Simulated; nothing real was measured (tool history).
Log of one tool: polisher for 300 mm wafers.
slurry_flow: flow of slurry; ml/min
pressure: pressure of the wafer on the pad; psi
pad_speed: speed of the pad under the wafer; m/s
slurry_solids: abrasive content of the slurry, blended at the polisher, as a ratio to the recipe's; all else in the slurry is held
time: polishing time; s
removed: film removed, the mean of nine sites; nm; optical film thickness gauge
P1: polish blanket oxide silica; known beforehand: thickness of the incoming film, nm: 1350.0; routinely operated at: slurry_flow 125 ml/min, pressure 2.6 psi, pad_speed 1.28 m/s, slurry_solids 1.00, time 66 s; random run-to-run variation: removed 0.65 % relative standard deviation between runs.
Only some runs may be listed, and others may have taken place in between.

run	hour	slurry_flow	pressure	pad_speed	slurry_solids	time	wafers polished on this pad	hours since the slurry nozzle was cleaned	hours since the head pressure was calibrated	hours since the slurry blender was calibrated	hours since the conditioning disc was replaced	removed
1	9.6	125	2.6	1.28	1.00	66	449	428.1	559.4	65.9	125.2	156.570
2	25.5	175	2.6	1.28	1.00	66	583	444.0	575.3	81.8	141.1	164.940
3	40.0	125	2.6	1.28	1.00	66	706	458.5	589.8	96.3	155.6	156.710
4	49.0	125	2.6	1.28	1.00	39	782	467.5	598.8	105.3	164.6	91.972
# hour 57.8: head pressure recalibrated
5	60.4	125	1.5	1.94	1.00	66	878	478.9	2.6	116.7	176.0	124.480
6	77.1	125	2.6	1.28	1.00	66	1019	495.6	19.3	133.4	192.7	156.220
7	90.3	125	2.6	1.28	1.00	102	1130	508.8	32.5	146.6	205.9	242.630
8	106.5	125	2.6	1.28	1.00	66	1267	525.0	48.7	162.8	222.1	158.020
9	119.3	125	2.6	1.28	1.25	66	1375	537.8	61.5	175.6	234.9	170.970
10	129.0	125	4.1	1.28	1.00	66	1457	547.5	71.2	185.3	244.6	243.550
11	143.1	125	2.6	0.80	1.00	66	1576	561.6	85.3	199.4	258.7	107.980
12	159.6	125	2.6	1.28	0.50	66	1715	578.1	101.8	215.9	275.2	107.840
13	173.6	125	2.6	1.88	1.00	100	1833	592.1	115.8	229.9	289.2	322.180
14	191.2	125	2.6	1.28	1.00	66	1982	609.7	133.4	247.5	306.8	156.870
15	200.8	125	2.6	2.00	1.00	66	2063	619.3	143.0	257.1	316.4	225.060
16	217.6	125	1.2	1.28	1.00	66	2204	636.1	159.8	273.9	333.2	71.962
17	229.8	90	2.6	1.28	1.00	66	2307	648.3	172.0	286.1	345.4	141.980
18	242.6	125	2.6	1.80	1.00	94	2415	661.1	184.8	298.9	358.2	293.370
19	254.6	125	2.6	1.28	1.00	66	2517	673.1	196.8	310.9	370.2	156.210
20	267.1	125	2.6	1.28	1.00	66	2622	685.6	209.3	323.4	382.7	155.780
21	283.9	125	2.6	1.28	1.00	66	2764	702.4	226.1	340.2	399.5	148.690
22	293.9	125	2.6	1.28	1.00	66	2848	712.4	236.1	350.2	409.5	145.430
23	310.0	125	2.6	1.28	1.00	66	2984	728.5	252.2	366.3	425.6	140.090
# hour 318.8: conditioning disc replaced and pad reconditioned
24	320.1	125	2.6	1.28	1.00	66	3069	738.6	262.3	376.4	1.3	139.340
# hour 322.1: head pressure recalibrated
25	329.0	125	2.6	1.28	1.00	66	3144	747.5	6.9	385.3	10.2	139.240
26	337.5	125	2.6	1.28	1.00	66	3216	756.0	15.4	393.8	18.7	137.550
# hour 340.8: slurry nozzle cleaned
27	348.6	125	2.6	1.28	1.00	66	3310	7.8	26.5	404.9	29.8	135.880
28	362.0	125	2.6	1.28	1.00	66	3423	21.2	39.9	418.3	43.2	136.370
29	376.9	125	2.6	1.28	1.00	66	3549	36.1	54.8	433.2	58.1	134.380
30	392.6	125	2.6	1.28	1.00	66	3681	51.8	70.5	448.9	73.8	136.030
31	408.2	125	2.6	1.28	1.00	66	3813	67.4	86.1	464.5	89.4	134.690

What P1 gives has crept off from where it sat before. The 2 causes that follow fit the log equally well, each at the size noted:
A: removal rate lost through wear of the pad, % = 13
B: abrasive missing from the slurry, % = 24.8
The creep began at about hour 267.1.
Excluded causes, each with its reason:
slurry flow missing at the pad, %: maintenance at hour 340.8, after the shift began, did not return the process to its former output
head's pressure below its setpoint, %: maintenance at hour 322.1, after the shift began, did not return the process to its former output
time polished since the conditioner stopped cutting, s: maintenance at hour 318.8, after the shift began, did not return the process to its former output

4 check runs are offered, each on 2 wafers whose results are averaged, their results left as question marks. Which one tells the causes apart?
check 1	423.8	125	2.6	0.94	1.00	91						?
check 2	423.8	125	3.3	1.28	1.00	83						?
check 3	423.8	125	2.6	1.28	0.55	66						?
check 4	423.8	125	2.6	1.70	1.00	66						?

Predicted outcomes, by check and by cause:
check	result	if A	if B
check 1	removed	146.030	145.970
check 2	removed	216.410	216.320
check 3	removed	98.830	94.770
check 4	removed	170.140	170.070
Minimum pairwise separation of causes per check, each pair taken at its best-separating result: check 1 0.04 %; check 2 0.04 %; check 3 4.19 %; check 4 0.04 %
Check 3 distinguishes between the causes, while the remaining checks would return nearly the same result for all of them.

The results of check 3 are: removed 98.156 nm. Based on these, which of the listed causes is it?

It was cause A: removal rate lost through wear of the pad, %.

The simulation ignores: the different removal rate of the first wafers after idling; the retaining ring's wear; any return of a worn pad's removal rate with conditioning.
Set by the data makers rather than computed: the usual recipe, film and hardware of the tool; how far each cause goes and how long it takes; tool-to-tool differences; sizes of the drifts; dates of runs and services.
